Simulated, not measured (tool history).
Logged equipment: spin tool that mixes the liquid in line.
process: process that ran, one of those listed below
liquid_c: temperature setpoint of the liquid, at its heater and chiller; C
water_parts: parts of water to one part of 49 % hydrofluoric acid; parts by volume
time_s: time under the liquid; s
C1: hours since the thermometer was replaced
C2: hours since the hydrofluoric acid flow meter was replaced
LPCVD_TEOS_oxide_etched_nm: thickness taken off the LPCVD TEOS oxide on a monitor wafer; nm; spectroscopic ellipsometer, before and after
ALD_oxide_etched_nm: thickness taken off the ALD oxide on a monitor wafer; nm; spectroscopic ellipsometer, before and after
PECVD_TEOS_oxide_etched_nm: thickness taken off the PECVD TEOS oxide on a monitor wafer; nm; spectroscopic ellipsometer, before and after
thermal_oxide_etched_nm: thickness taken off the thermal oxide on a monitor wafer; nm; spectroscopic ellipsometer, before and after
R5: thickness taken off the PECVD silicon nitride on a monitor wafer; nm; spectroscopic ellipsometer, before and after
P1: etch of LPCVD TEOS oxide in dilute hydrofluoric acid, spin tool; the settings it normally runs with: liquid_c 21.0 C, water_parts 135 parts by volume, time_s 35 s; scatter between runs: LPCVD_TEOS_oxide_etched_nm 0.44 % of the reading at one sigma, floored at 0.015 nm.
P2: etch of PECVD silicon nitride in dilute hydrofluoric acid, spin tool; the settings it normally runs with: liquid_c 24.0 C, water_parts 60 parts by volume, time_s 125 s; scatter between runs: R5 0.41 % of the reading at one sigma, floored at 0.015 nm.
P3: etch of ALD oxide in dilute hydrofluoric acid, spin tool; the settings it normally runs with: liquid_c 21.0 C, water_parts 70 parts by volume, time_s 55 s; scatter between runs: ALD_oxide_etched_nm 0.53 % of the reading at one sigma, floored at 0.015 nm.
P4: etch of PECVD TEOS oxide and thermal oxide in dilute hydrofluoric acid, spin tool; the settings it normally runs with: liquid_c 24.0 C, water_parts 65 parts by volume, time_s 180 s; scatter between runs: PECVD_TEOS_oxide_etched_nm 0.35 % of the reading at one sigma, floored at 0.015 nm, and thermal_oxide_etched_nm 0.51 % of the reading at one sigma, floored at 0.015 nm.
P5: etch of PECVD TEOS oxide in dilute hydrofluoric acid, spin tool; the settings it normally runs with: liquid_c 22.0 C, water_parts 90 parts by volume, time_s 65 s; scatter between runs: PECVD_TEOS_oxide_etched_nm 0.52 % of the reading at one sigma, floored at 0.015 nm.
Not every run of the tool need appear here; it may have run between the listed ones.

run 1 hour=3.2 | process=P1 liquid_c=21.0 water_parts=135 time_s=35 | C1=296.5 C2=671.6 | LPCVD_TEOS_oxide_etched_nm=8.2946
run 2 hour=7.6 | process=P3 liquid_c=21.0 water_parts=70 time_s=55 | C1=300.9 C2=676.0 | ALD_oxide_etched_nm=7.2280
run 3 hour=13.3 | process=P5 liquid_c=17.0 water_parts=90 time_s=65 | C1=306.6 C2=681.7 | PECVD_TEOS_oxide_etched_nm=5.9421
run 4 hour=17.6 | process=P1 liquid_c=21.0 water_parts=225 time_s=35 | C1=310.9 C2=686.0 | LPCVD_TEOS_oxide_etched_nm=4.5768
run 5 hour=23.9 | process=P1 liquid_c=21.0 water_parts=75 time_s=35 | C1=317.2 C2=692.3 | LPCVD_TEOS_oxide_etched_nm=15.9670
run 6 hour=29.3 | process=P4 liquid_c=17.0 water_parts=65 time_s=180 | C1=322.6 C2=697.7 | PECVD_TEOS_oxide_etched_nm=18.2340 thermal_oxide_etched_nm=9.8611
run 7 hour=35.0 | process=P1 liquid_c=17.0 water_parts=135 time_s=35 | C1=328.3 C2=703.4 | LPCVD_TEOS_oxide_etched_nm=7.0746
run 8 hour=39.6 | process=P1 liquid_c=21.0 water_parts=135 time_s=35 | C1=332.9 C2=708.0 | LPCVD_TEOS_oxide_etched_nm=8.3217
run 9 hour=45.4 | process=P3 liquid_c=17.0 water_parts=70 time_s=55 | C1=338.7 C2=713.8 | ALD_oxide_etched_nm=6.0531
run 10 hour=49.1 | process=P3 liquid_c=21.0 water_parts=70 time_s=15 | C1=342.4 C2=717.5 | ALD_oxide_etched_nm=1.9567
run 11 hour=55.1 | process=P3 liquid_c=21.0 water_parts=115 time_s=55 | C1=348.4 C2=723.5 | ALD_oxide_etched_nm=4.1553
run 12 hour=58.2 | process=P2 liquid_c=31.0 water_parts=60 time_s=125 | C1=351.5 C2=726.6 | R5=13.3110
run 13 hour=63.6 | process=P1 liquid_c=21.0 water_parts=135 time_s=35 | C1=356.9 C2=732.0 | LPCVD_TEOS_oxide_etched_nm=8.2854
run 14 hour=68.3 | process=P4 liquid_c=24.0 water_parts=65 time_s=15 | C1=361.6 C2=736.7 | PECVD_TEOS_oxide_etched_nm=2.0521 thermal_oxide_etched_nm=1.0744
run 15 hour=75.0 | process=P1 liquid_c=17.5 water_parts=135 time_s=15 | C1=368.3 C2=743.4 | LPCVD_TEOS_oxide_etched_nm=3.1049
run 16 hour=79.9 | process=P5 liquid_c=22.0 water_parts=90 time_s=15 | C1=373.2 C2=748.3 | PECVD_TEOS_oxide_etched_nm=1.6934
run 17 hour=84.4 | process=P4 liquid_c=24.0 water_parts=90 time_s=180 | C1=377.7 C2=752.8 | PECVD_TEOS_oxide_etched_nm=17.0430 thermal_oxide_etched_nm=9.2594
run 18 hour=89.7 | process=P1 liquid_c=21.0 water_parts=135 time_s=15 | C1=383.0 C2=758.1 | LPCVD_TEOS_oxide_etched_nm=3.5421
run 19 hour=93.1 | process=P1 liquid_c=21.0 water_parts=230 time_s=15 | C1=386.4 C2=761.5 | LPCVD_TEOS_oxide_etched_nm=1.8894
run 20 hour=99.8 | process=P1 liquid_c=21.0 water_parts=135 time_s=60 | C1=393.1 C2=768.2 | LPCVD_TEOS_oxide_etched_nm=14.3130
run 21 hour=104.1 | process=P2 liquid_c=24.0 water_parts=60 time_s=125 | C1=397.4 C2=772.5 | R5=8.4811
run 22 hour=110.9 | process=P2 liquid_c=24.0 water_parts=60 time_s=185 | C1=404.2 C2=779.3 | R5=12.5590
run 23 hour=116.7 | process=P5 liquid_c=22.0 water_parts=90 time_s=65 | C1=410.0 C2=785.1 | PECVD_TEOS_oxide_etched_nm=7.2814
run 24 hour=120.9 | process=P4 liquid_c=24.0 water_parts=65 time_s=180 | C1=414.2 C2=789.3 | PECVD_TEOS_oxide_etched_nm=24.5160 thermal_oxide_etched_nm=13.1330
run 25 hour=123.9 | process=P1 liquid_c=21.0 water_parts=135 time_s=35 | C1=417.2 C2=792.3 | LPCVD_TEOS_oxide_etched_nm=8.3321
run 26 hour=128.6 | process=P1 liquid_c=26.0 water_parts=135 time_s=35 | C1=421.9 C2=797.0 | LPCVD_TEOS_oxide_etched_nm=10.0590
run 27 hour=131.7 | process=P2 liquid_c=24.0 water_parts=90 time_s=125 | C1=425.0 C2=800.1 | R5=5.6624
run 28 hour=135.5 | process=P1 liquid_c=21.0 water_parts=135 time_s=35 | C1=428.8 C2=803.9 | LPCVD_TEOS_oxide_etched_nm=8.2770
run 29 hour=140.1 | process=P5 liquid_c=22.0 water_parts=155 time_s=65 | C1=433.4 C2=808.5 | PECVD_TEOS_oxide_etched_nm=3.8831
run 30 hour=145.9 | process=P4 liquid_c=24.0 water_parts=65 time_s=180 | C1=439.2 C2=814.3 | PECVD_TEOS_oxide_etched_nm=24.3830 thermal_oxide_etched_nm=13.2390
run 31 hour=149.5 | process=P1 liquid_c=21.0 water_parts=135 time_s=35 | C1=442.8 C2=817.9 | LPCVD_TEOS_oxide_etched_nm=8.3627
run 32 hour=153.1 | process=P1 liquid_c=21.0 water_parts=135 time_s=35 | C1=446.4 C2=821.5 | LPCVD_TEOS_oxide_etched_nm=8.3383
run 33 hour=159.8 | process=P5 liquid_c=22.0 water_parts=90 time_s=65 | C1=453.1 C2=828.2 | PECVD_TEOS_oxide_etched_nm=7.2481
run 34 hour=163.6 | process=P1 liquid_c=21.0 water_parts=135 time_s=35 | C1=456.9 C2=832.0 | LPCVD_TEOS_oxide_etched_nm=8.2841
run 35 hour=168.7 | process=P1 liquid_c=21.0 water_parts=135 time_s=35 | C1=462.0 C2=837.1 | LPCVD_TEOS_oxide_etched_nm=8.5784
run 36 hour=173.7 | process=P1 liquid_c=21.0 water_parts=135 time_s=35 | C1=467.0 C2=842.1 | LPCVD_TEOS_oxide_etched_nm=8.6631
run 37 hour=176.9 | process=P1 liquid_c=21.0 water_parts=135 time_s=35 | C1=470.2 C2=845.3 | LPCVD_TEOS_oxide_etched_nm=8.6732
run 38 hour=183.1 | process=P1 liquid_c=21.0 water_parts=135 time_s=35 | C1=476.4 C2=851.5 | LPCVD_TEOS_oxide_etched_nm=8.7694
run 39 hour=187.9 | process=P1 liquid_c=21.0 water_parts=135 time_s=35 | C1=481.2 C2=856.3 | LPCVD_TEOS_oxide_etched_nm=8.8592

Run 40 has not been measured yet. What should we expect?
run 40 hour=191.3 | process=P1 liquid_c=21.0 water_parts=135 time_s=35 | C1=484.6 C2=859.7 | LPCVD_TEOS_oxide_etched_nm=?

{"run 40": {"LPCVD_TEOS_oxide_etched_nm": 8.856}}

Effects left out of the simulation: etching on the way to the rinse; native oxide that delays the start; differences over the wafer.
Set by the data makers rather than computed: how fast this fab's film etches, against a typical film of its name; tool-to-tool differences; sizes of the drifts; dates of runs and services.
